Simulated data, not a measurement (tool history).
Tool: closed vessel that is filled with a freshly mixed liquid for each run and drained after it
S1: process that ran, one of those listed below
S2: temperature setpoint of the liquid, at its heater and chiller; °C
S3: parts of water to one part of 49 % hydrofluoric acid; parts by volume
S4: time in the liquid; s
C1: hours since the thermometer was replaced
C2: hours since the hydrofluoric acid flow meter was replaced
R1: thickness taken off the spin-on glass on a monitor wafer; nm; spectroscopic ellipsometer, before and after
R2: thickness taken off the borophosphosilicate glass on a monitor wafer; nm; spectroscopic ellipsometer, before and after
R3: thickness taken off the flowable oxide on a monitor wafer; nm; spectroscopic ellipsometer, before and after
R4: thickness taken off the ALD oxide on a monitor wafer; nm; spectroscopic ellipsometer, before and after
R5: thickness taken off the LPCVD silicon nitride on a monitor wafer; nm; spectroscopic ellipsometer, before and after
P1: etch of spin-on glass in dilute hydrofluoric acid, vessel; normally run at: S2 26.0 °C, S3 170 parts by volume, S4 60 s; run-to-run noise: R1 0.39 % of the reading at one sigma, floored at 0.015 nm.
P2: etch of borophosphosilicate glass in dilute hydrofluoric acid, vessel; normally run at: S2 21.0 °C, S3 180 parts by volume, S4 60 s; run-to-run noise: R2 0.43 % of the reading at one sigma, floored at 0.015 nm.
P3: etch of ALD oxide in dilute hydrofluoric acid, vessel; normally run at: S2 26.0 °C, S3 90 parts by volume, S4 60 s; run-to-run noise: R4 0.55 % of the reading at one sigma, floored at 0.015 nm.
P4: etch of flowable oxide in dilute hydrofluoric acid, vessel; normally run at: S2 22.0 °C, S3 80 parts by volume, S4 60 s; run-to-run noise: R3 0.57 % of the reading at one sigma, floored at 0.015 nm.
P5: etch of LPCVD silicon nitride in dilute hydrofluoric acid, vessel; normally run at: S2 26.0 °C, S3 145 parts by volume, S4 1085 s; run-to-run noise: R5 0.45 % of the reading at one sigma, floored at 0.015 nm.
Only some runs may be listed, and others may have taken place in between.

{"run": 1, "hour": 4.2, "S1": "P1", "S2": 26.0, "S3": 170, "S4": 60, "C1": 815.1, "C2": 1030.6, "R1": 11.118}
{"run": 2, "hour": 11.5, "S1": "P2", "S2": 21.0, "S3": 180, "S4": 60, "C1": 822.4, "C2": 1037.9, "R2": 10.252}
{"run": 3, "hour": 18.4, "S1": "P1", "S2": 26.0, "S3": 170, "S4": 105, "C1": 829.3, "C2": 1044.8, "R1": 19.498}
{"run": 4, "hour": 23.3, "S1": "P4", "S2": 17.0, "S3": 80, "S4": 60, "C1": 834.2, "C2": 1049.7, "R3": 14.945}
{"run": 5, "hour": 32.8, "S1": "P1", "S2": 34.0, "S3": 170, "S4": 60, "C1": 843.7, "C2": 1059.2, "R1": 14.694}
{"run": 6, "hour": 42.5, "S1": "P3", "S2": 31.0, "S3": 90, "S4": 60, "C1": 853.4, "C2": 1068.9, "R4": 12.961}
{"run": 7, "hour": 47.5, "S1": "P1", "S2": 26.0, "S3": 170, "S4": 60, "C1": 858.4, "C2": 1073.9, "R1": 11.172}
{"run": 8, "hour": 55.6, "S1": "P5", "S2": 26.0, "S3": 250, "S4": 1085, "C1": 866.5, "C2": 1082.0, "R5": 2.5999}
{"run": 9, "hour": 65.3, "S1": "P1", "S2": 26.0, "S3": 170, "S4": 60, "C1": 876.2, "C2": 1091.7, "R1": 11.175}
{"run": 10, "hour": 71.2, "S1": "P2", "S2": 21.0, "S3": 180, "S4": 60, "C1": 882.1, "C2": 1097.6, "R2": 10.213}
{"run": 11, "hour": 77.8, "S1": "P4", "S2": 22.0, "S3": 140, "S4": 60, "C1": 888.7, "C2": 1104.2, "R3": 9.8931}
{"run": 12, "hour": 84.7, "S1": "P4", "S2": 22.0, "S3": 80, "S4": 60, "C1": 895.6, "C2": 1111.1, "R3": 18.304}
{"run": 13, "hour": 92.8, "S1": "P1", "S2": 20.0, "S3": 170, "S4": 60, "C1": 903.7, "C2": 1119.2, "R1": 8.8916}
{"run": 14, "hour": 101.1, "S1": "P2", "S2": 17.0, "S3": 180, "S4": 60, "C1": 912.0, "C2": 1127.5, "R2": 8.7372}
{"run": 15, "hour": 108.4, "S1": "P4", "S2": 22.0, "S3": 80, "S4": 60, "C1": 919.3, "C2": 1134.8, "R3": 18.173}
{"run": 16, "hour": 115.9, "S1": "P3", "S2": 26.0, "S3": 20, "S4": 60, "C1": 926.8, "C2": 1142.3, "R4": 52.774}
{"run": 17, "hour": 121.7, "S1": "P1", "S2": 26.0, "S3": 170, "S4": 30, "C1": 932.6, "C2": 1148.1, "R1": 5.5376}
{"run": 18, "hour": 127.5, "S1": "P1", "S2": 26.0, "S3": 255, "S4": 60, "C1": 938.4, "C2": 1153.9, "R1": 6.7635}
{"run": 19, "hour": 136.0, "S1": "P5", "S2": 26.0, "S3": 145, "S4": 1085, "C1": 946.9, "C2": 1162.4, "R5": 4.5265}
{"run": 20, "hour": 140.8, "S1": "P1", "S2": 26.0, "S3": 235, "S4": 30, "C1": 951.7, "C2": 1167.2, "R1": 3.7487}
{"run": 21, "hour": 145.9, "S1": "P3", "S2": 26.0, "S3": 90, "S4": 30, "C1": 956.8, "C2": 1172.3, "R4": 5.3936}
{"run": 22, "hour": 153.3, "S1": "P1", "S2": 31.5, "S3": 265, "S4": 60, "C1": 964.2, "C2": 1179.7, "R1": 7.743}
{"run": 23, "hour": 157.6, "S1": "P4", "S2": 22.0, "S3": 80, "S4": 115, "C1": 968.5, "C2": 1184.0, "R3": 35.067}
{"run": 24, "hour": 166.9, "S1": "P2", "S2": 21.0, "S3": 180, "S4": 95, "C1": 977.8, "C2": 1193.3, "R2": 16.3}
{"run": 25, "hour": 173.6, "S1": "P2", "S2": 21.0, "S3": 290, "S4": 60, "C1": 984.5, "C2": 1200.0, "R2": 5.7206}
{"run": 26, "hour": 177.9, "S1": "P5", "S2": 26.0, "S3": 145, "S4": 1085, "C1": 988.8, "C2": 1204.3, "R5": 4.5269}
{"run": 27, "hour": 184.6, "S1": "P1", "S2": 26.0, "S3": 170, "S4": 60, "C1": 995.5, "C2": 1211.0, "R1": 11.105}
{"run": 28, "hour": 189.8, "S1": "P3", "S2": 26.0, "S3": 90, "S4": 60, "C1": 1000.7, "C2": 1216.2, "R4": 10.693}
{"run": 29, "hour": 195.4, "S1": "P5", "S2": 30.0, "S3": 145, "S4": 1085, "C1": 1006.3, "C2": 1221.8, "R5": 5.7999}
{"run": 30, "hour": 203.9, "S1": "P1", "S2": 26.0, "S3": 40, "S4": 60, "C1": 1014.8, "C2": 1230.3, "R1": 55.664}
{"run": 31, "hour": 210.4, "S1": "P5", "S2": 26.0, "S3": 145, "S4": 235, "C1": 1021.3, "C2": 1236.8, "R5": 0.99455}
{"run": 32, "hour": 215.7, "S1": "P1", "S2": 26.0, "S3": 170, "S4": 60, "C1": 1026.6, "C2": 1242.1, "R1": 11.07}
{"run": 33, "hour": 220.9, "S1": "P1", "S2": 26.0, "S3": 170, "S4": 60, "C1": 1031.8, "C2": 1247.3, "R1": 10.809}
{"run": 34, "hour": 226.6, "S1": "P1", "S2": 26.0, "S3": 170, "S4": 60, "C1": 1037.5, "C2": 1253.0, "R1": 10.503}
{"run": 35, "hour": 234.8, "S1": "P1", "S2": 26.0, "S3": 170, "S4": 60, "C1": 1045.7, "C2": 1261.2, "R1": 10.433}
{"run": 36, "hour": 239.5, "S1": "P1", "S2": 26.0, "S3": 170, "S4": 60, "C1": 1050.4, "C2": 1265.9, "R1": 10.472}
{"run": 37, "hour": 248.3, "S1": "P1", "S2": 26.0, "S3": 170, "S4": 60, "C1": 1059.2, "C2": 1274.7, "R1": 10.321}
{"run": 38, "hour": 257.3, "S1": "P1", "S2": 26.0, "S3": 170, "S4": 60, "C1": 1068.2, "C2": 1283.7, "R1": 10.354}

The output of P1 has drifted from where it used to be. Each of the 2 causes below, taken at the size shown beside it, accounts for the log equally well:
A: liquid colder than its thermometer reads (K) = 1.94
B: hydrofluoric acid flow below the setpoint (%) = 5.83
Onset of the creep was near hour 215.7.

Listed below are the offered check runs, one wafer per run, with question marks in place of results. For which of them would the causes give clearly different outcomes?
{"run": "check 1", "hour": 266.3, "S1": "P4", "S2": 22.0, "S3": 135, "S4": 85, "R3": "?"}
{"run": "check 2", "hour": 266.3, "S1": "P5", "S2": 26.0, "S3": 230, "S4": 1085, "R5": "?"}
{"run": "check 3", "hour": 266.3, "S1": "P2", "S2": 17.0, "S3": 180, "S4": 80, "R2": "?"}
{"run": "check 4", "hour": 266.3, "S1": "P3", "S2": 26.0, "S3": 55, "S4": 30, "R4": "?"}

Outcome of each check run for each possible cause:
check=check_1 result=R3 if_A=13.3400 if_B=13.4450
check=check_2 result=R5 if_A=2.52150 if_B=2.67740
check=check_3 result=R2 if_A=10.7630 if_B=10.8550
check=check_4 result=R4 if_A=8.4773 if_B=8.5969
How far apart the two closest causes lie, in the result that separates them most: check 1 0.78 %; check 2 6 %; check 3 0.86 %; check 4 1.4 %
Check 2 distinguishes between the causes, while the remaining checks would return nearly the same result for all of them.

After running check 2, the following was obtained: R5 2.65300 nm. Which cause does this point to?

It is B: hydrofluoric acid flow below the setpoint (%).
